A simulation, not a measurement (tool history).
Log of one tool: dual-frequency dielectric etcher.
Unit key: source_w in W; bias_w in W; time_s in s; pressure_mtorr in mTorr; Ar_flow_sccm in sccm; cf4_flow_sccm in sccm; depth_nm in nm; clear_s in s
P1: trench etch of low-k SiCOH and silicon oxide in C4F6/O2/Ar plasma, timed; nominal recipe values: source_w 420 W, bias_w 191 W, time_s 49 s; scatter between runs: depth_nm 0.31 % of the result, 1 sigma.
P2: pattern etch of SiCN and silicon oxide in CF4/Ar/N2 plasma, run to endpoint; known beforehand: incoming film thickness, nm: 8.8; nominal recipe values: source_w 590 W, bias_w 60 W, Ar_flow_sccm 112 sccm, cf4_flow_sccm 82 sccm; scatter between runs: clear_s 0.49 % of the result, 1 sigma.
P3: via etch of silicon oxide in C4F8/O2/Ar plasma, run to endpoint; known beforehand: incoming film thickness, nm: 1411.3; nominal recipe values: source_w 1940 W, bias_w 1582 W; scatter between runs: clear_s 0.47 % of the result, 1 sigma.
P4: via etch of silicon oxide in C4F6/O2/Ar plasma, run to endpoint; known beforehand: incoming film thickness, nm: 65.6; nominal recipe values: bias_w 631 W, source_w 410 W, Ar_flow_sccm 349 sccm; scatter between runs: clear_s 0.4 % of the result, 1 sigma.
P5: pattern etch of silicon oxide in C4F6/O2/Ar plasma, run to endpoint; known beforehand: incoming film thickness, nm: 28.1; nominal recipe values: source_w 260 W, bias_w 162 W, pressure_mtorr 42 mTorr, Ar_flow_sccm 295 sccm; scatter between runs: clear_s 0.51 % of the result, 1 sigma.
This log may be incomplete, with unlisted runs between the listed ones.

run   hour  process  source_w  bias_w  time_s  pressure_mtorr  Ar_flow_sccm  cf4_flow_sccm  depth_nm  clear_s
  1      3       P1       420     191      49                                                 168.58
  2    6.7       P5       260     162                      42           295                            11.172
  3   11.9       P3      1940    1582                                                                  306.99
  4   16.4       P2       590      60                                    67             82             7.6699
  5   21.1       P1       300     191      49                                                  148.9
  6   25.4       P2       590      60                                   112             50             9.0273
  7     31       P1       420     191      49                                                 170.17
  8   36.1       P2       590      60                                   112             82             8.2336
  9   39.1       P5       200     162                      42           295                            12.285
 10   42.8       P1       420     191    72.5                                                 249.02
 11   49.5       P1       320     191      61                                                 189.54
 12   54.4       P5       260     162                    27.5           295                            10.591
 13     59       P4       410     775                                   349                            12.263
 14   62.3       P1       310     191    66.5                                                  203.2
 15   68.2       P3      1940    1582                                                                  306.84
 16   72.8       P4       410     631                                   349                            13.355
 17   78.2       P1       420     191      49                                                 168.27
 18   84.6       P3      1940    1007                                                                   345.7
 19   90.6       P1       420     191      49                                                 169.49
 20   95.6       P2       380      60                                   112             82             12.214
 21   99.3       P2       590      81                                   112             82             7.5088
 22  103.8       P1       420     191      49                                                 169.05
 23  108.5       P4       410     631                                   265                            12.947
 24  114.2       P1       580     191      49                                                 190.96
 25  118.8       P1       420     243      49                                                 182.14
 26  123.8       P3      1230    1582                                                                  372.44
 27  130.5       P1       420     191      49                                                 168.36
 28  137.3       P1       420     155      49                                                 158.88
 29  142.8       P5       260     162                      42           181                            10.561
 30  146.6       P2       590      60                                   112             82             8.2389
 31  150.5       P5       260     162                      42           295                            11.207
 32  154.6       P5       260     216                      42           295                             10.07
 33  159.3       P1       420     191    29.5                                                 101.76
 34  164.3       P4       310     631                                   349                            14.671
 35  168.6       P1       420     257      61                                                 232.84
 36  174.6       P1       420     191      49                                                 168.01
 37  178.1       P1       420     191      49                                                 169.13
 38  181.9       P1       420     191      49                                                  168.3
 39  187.8       P1       420     191      49                                                  168.5
 40  191.8       P1       420     191      49                                                 167.46
 41  195.5       P1       420     191      49                                                 167.35
 42  202.2       P1       420     191      49                                                 165.98
     204.1  -- wet clean of the chamber
 43  207.4       P1       420     191      49                                                 166.94
 44  211.4       P1       420     191      49                                                 166.37
 45  217.7       P1       420     191      49                                                 165.97
 46  221.5       P1       420     191      49                                                 167.05
 47    227       P1       420     191      49                                                    166

What P1 gives has crept off from where it sat before. The 2 causes that follow fit the log equally well, each at the size noted:
A: bias power that arrives under what is set, % = 4.82
B: source power that arrives under what is set, % = 3.95
The creep began at about hour 178.1.
What rules out each remaining cause:
chamber walls in a state that lowers the etch rate, %: maintenance at hour 204.1, after the shift began, did not return the process to its former output

4 check runs are offered, each on 3 wafers whose results are averaged, their results left as question marks. Which one tells the causes apart?
check 1  232.5       P5       260     201                      28           295                                 ?
check 2  232.5       P2       590      60                                    69             52                  ?
check 3  232.5       P4       340     631                                   298                                 ?
check 4  232.5       P3      1470    1054                                                                       ?

Expected result of each check under each candidate cause:
  check   result    if A    if B
check 1  clear_s  10.067  10.058
check 2  clear_s  8.3572  8.5306
check 3  clear_s  14.265  14.201
check 4  clear_s  386.24  387.89
How far apart the two closest causes lie, in the result that separates them most: check 1 0.09 %; check 2 2.05 %; check 3 0.45 %; check 4 0.43 %
Check 2 tells the causes apart: in the others they would give nearly the same result.

Running check 2 produced the following: clear_s 8.3901 s. Which one of the listed causes fits?

The correct cause is A, namely: bias power that arrives under what is set, %.

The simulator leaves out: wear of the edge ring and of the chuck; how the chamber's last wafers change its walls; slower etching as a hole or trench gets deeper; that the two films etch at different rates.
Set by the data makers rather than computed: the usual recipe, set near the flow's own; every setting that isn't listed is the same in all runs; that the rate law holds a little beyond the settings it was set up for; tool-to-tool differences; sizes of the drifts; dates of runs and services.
